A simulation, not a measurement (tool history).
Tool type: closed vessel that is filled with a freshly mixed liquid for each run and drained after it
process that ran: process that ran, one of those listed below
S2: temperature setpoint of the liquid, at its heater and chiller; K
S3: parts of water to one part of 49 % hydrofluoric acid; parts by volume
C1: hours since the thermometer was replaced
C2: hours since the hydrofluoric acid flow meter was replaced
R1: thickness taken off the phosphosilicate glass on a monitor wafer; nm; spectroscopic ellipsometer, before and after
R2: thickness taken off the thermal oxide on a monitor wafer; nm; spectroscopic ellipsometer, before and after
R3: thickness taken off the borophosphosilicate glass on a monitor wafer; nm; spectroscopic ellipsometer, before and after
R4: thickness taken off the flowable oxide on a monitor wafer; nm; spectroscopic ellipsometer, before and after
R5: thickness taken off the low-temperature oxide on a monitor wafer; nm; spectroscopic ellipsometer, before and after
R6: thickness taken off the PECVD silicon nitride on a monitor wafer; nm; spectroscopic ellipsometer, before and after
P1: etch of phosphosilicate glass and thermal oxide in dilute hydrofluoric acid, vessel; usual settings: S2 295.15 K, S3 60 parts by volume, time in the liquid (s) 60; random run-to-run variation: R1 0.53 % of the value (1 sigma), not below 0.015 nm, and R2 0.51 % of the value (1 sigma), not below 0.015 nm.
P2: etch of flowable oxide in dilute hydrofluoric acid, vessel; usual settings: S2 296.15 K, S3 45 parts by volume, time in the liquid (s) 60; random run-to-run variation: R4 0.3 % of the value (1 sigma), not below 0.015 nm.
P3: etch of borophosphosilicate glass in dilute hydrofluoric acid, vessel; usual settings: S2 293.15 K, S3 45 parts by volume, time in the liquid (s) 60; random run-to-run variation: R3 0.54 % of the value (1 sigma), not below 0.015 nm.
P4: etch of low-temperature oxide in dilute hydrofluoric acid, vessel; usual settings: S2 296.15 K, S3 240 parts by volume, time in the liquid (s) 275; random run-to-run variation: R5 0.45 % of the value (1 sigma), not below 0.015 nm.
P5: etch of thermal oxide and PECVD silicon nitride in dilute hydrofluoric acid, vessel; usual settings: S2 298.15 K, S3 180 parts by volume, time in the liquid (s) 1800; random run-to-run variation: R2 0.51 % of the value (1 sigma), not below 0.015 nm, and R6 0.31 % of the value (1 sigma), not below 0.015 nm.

{"run": 1, "day": 0.162, "process that ran": "P1", "S2": 295.15, "S3": 60, "time in the liquid (s)": 60, "C1": 598.9, "C2": 117.3, "R1": 114.33, "R2": 4.5897}
{"run": 2, "day": 0.408, "process that ran": "P3", "S2": 293.15, "S3": 45, "time in the liquid (s)": 60, "C1": 604.8, "C2": 123.2, "R3": 65.022}
{"run": 3, "day": 0.629, "process that ran": "P3", "S2": 293.15, "S3": 20, "time in the liquid (s)": 60, "C1": 610.1, "C2": 128.5, "R3": 150.04}
{"run": 4, "day": 0.767, "process that ran": "P3", "S2": 299.15, "S3": 45, "time in the liquid (s)": 60, "C1": 613.4, "C2": 131.8, "R3": 82.72}
{"run": 5, "day": 1.029, "process that ran": "P1", "S2": 290.15, "S3": 60, "time in the liquid (s)": 60, "C1": 619.7, "C2": 138.1, "R1": 91.773, "R2": 3.7523}
{"run": 6, "day": 1.225, "process that ran": "P1", "S2": 295.15, "S3": 60, "time in the liquid (s)": 60, "C1": 624.4, "C2": 142.8, "R1": 114.47, "R2": 4.5842}
{"run": 7, "day": 1.538, "process that ran": "P2", "S2": 296.15, "S3": 45, "time in the liquid (s)": 115, "C1": 631.9, "C2": 150.3, "R4": 73.307}
{"run": 8, "day": 1.829, "process that ran": "P4", "S2": 296.15, "S3": 40, "time in the liquid (s)": 275, "C1": 638.9, "C2": 157.3, "R5": 203.22}
{"run": 9, "day": 2.092, "process that ran": "P1", "S2": 290.15, "S3": 60, "time in the liquid (s)": 30, "C1": 645.2, "C2": 163.6, "R1": 46.041, "R2": 1.8387}
{"run": 10, "day": 2.262, "process that ran": "P4", "S2": 296.15, "S3": 240, "time in the liquid (s)": 275, "C1": 649.3, "C2": 167.7, "R5": 26.938}
{"run": 11, "day": 2.4, "process that ran": "P1", "S2": 295.15, "S3": 60, "time in the liquid (s)": 115, "C1": 652.6, "C2": 171.0, "R1": 221.14, "R2": 8.81}
{"run": 12, "day": 2.617, "process that ran": "P3", "S2": 293.15, "S3": 45, "time in the liquid (s)": 60, "C1": 657.8, "C2": 176.2, "R3": 64.747}
{"run": 13, "day": 2.758, "process that ran": "P5", "S2": 298.15, "S3": 180, "time in the liquid (s)": 1800, "C1": 661.2, "C2": 179.6, "R2": 44.888, "R6": 29.968}
{"run": 14, "day": 2.962, "process that ran": "P2", "S2": 296.15, "S3": 45, "time in the liquid (s)": 60, "C1": 666.1, "C2": 184.5, "R4": 38.136}
{"run": 15, "day": 3.133, "process that ran": "P5", "S2": 298.15, "S3": 305, "time in the liquid (s)": 1800, "C1": 670.2, "C2": 188.6, "R2": 23.101, "R6": 17.869}
{"run": 16, "day": 3.433, "process that ran": "P2", "S2": 290.15, "S3": 45, "time in the liquid (s)": 60, "C1": 677.4, "C2": 195.8, "R4": 29.501}
{"run": 17, "day": 3.679, "process that ran": "P1", "S2": 295.15, "S3": 60, "time in the liquid (s)": 60, "C1": 683.3, "C2": 201.7, "R1": 114.83, "R2": 4.6126}
{"run": 18, "day": 3.958, "process that ran": "P2", "S2": 296.15, "S3": 45, "time in the liquid (s)": 60, "C1": 690.0, "C2": 208.4, "R4": 37.944}
{"run": 19, "day": 4.167, "process that ran": "P2", "S2": 296.15, "S3": 70, "time in the liquid (s)": 60, "C1": 695.0, "C2": 213.4, "R4": 23.771}
{"run": 20, "day": 4.462, "process that ran": "P1", "S2": 295.15, "S3": 60, "time in the liquid (s)": 30, "C1": 702.1, "C2": 220.5, "R1": 57.267, "R2": 2.2961}
{"run": 21, "day": 4.7, "process that ran": "P4", "S2": 301.15, "S3": 240, "time in the liquid (s)": 275, "C1": 707.8, "C2": 226.2, "R5": 32.172}
{"run": 22, "day": 4.867, "process that ran": "P5", "S2": 290.15, "S3": 180, "time in the liquid (s)": 1800, "C1": 711.8, "C2": 230.2, "R2": 33.025, "R6": 17.823}
{"run": 23, "day": 5.029, "process that ran": "P5", "S2": 298.15, "S3": 180, "time in the liquid (s)": 1800, "C1": 715.7, "C2": 234.1, "R2": 44.952, "R6": 30.013}
{"run": 24, "day": 5.192, "process that ran": "P1", "S2": 295.15, "S3": 60, "time in the liquid (s)": 60, "C1": 719.6, "C2": 238.0, "R1": 113.9, "R2": 4.6267}
{"run": 25, "day": 5.383, "process that ran": "P5", "S2": 298.15, "S3": 180, "time in the liquid (s)": 30, "C1": 724.2, "C2": 242.6, "R2": 0.77559, "R6": 0.49944}
{"run": 26, "day": 5.688, "process that ran": "P1", "S2": 295.15, "S3": 25, "time in the liquid (s)": 60, "C1": 731.5, "C2": 249.9, "R1": 287.38, "R2": 11.631}
{"run": 27, "day": 5.95, "process that ran": "P3", "S2": 293.15, "S3": 45, "time in the liquid (s)": 115, "C1": 737.8, "C2": 256.2, "R3": 124.31}
{"run": 28, "day": 6.092, "process that ran": "P1", "S2": 302.15, "S3": 60, "time in the liquid (s)": 60, "C1": 741.2, "C2": 259.6, "R1": 150.31, "R2": 6.0888}
{"run": 29, "day": 6.308, "process that ran": "P4", "S2": 296.15, "S3": 240, "time in the liquid (s)": 510, "C1": 746.4, "C2": 264.8, "R5": 49.893}
{"run": 30, "day": 6.488, "process that ran": "P1", "S2": 295.15, "S3": 90, "time in the liquid (s)": 60, "C1": 750.7, "C2": 269.1, "R1": 73.317, "R2": 2.9676}
{"run": 31, "day": 6.738, "process that ran": "P1", "S2": 295.15, "S3": 60, "time in the liquid (s)": 60, "C1": 756.7, "C2": 275.1, "R1": 114.28, "R2": 4.6017}
{"run": 32, "day": 7.042, "process that ran": "P1", "S2": 295.15, "S3": 60, "time in the liquid (s)": 60, "C1": 764.0, "C2": 282.4, "R1": 118.62, "R2": 4.7218}
{"run": 33, "day": 7.208, "process that ran": "P1", "S2": 295.15, "S3": 60, "time in the liquid (s)": 60, "C1": 768.0, "C2": 286.4, "R1": 118.82, "R2": 4.7823}
{"run": 34, "day": 7.388, "process that ran": "P1", "S2": 295.15, "S3": 60, "time in the liquid (s)": 60, "C1": 772.3, "C2": 290.7, "R1": 120.21, "R2": 4.8158}
{"run": 35, "day": 7.688, "process that ran": "P1", "S2": 295.15, "S3": 60, "time in the liquid (s)": 60, "C1": 779.5, "C2": 297.9, "R1": 120.99, "R2": 4.8656}
{"run": 36, "day": 7.904, "process that ran": "P1", "S2": 295.15, "S3": 60, "time in the liquid (s)": 60, "C1": 784.7, "C2": 303.1, "R1": 120.66, "R2": 4.8225}
{"run": 37, "day": 8.062, "process that ran": "P1", "S2": 295.15, "S3": 60, "time in the liquid (s)": 60, "C1": 788.5, "C2": 306.9, "R1": 119.76, "R2": 4.8832}

The next listed run, before its measurement:
{"run": 38, "day": 8.238, "process that ran": "P1", "S2": 295.15, "S3": 60, "time in the liquid (s)": 60, "C1": 792.7, "C2": 311.1, "R1": "?", "R2": "?"}

R1: 119.850 nm
R2: 4.84540 nm
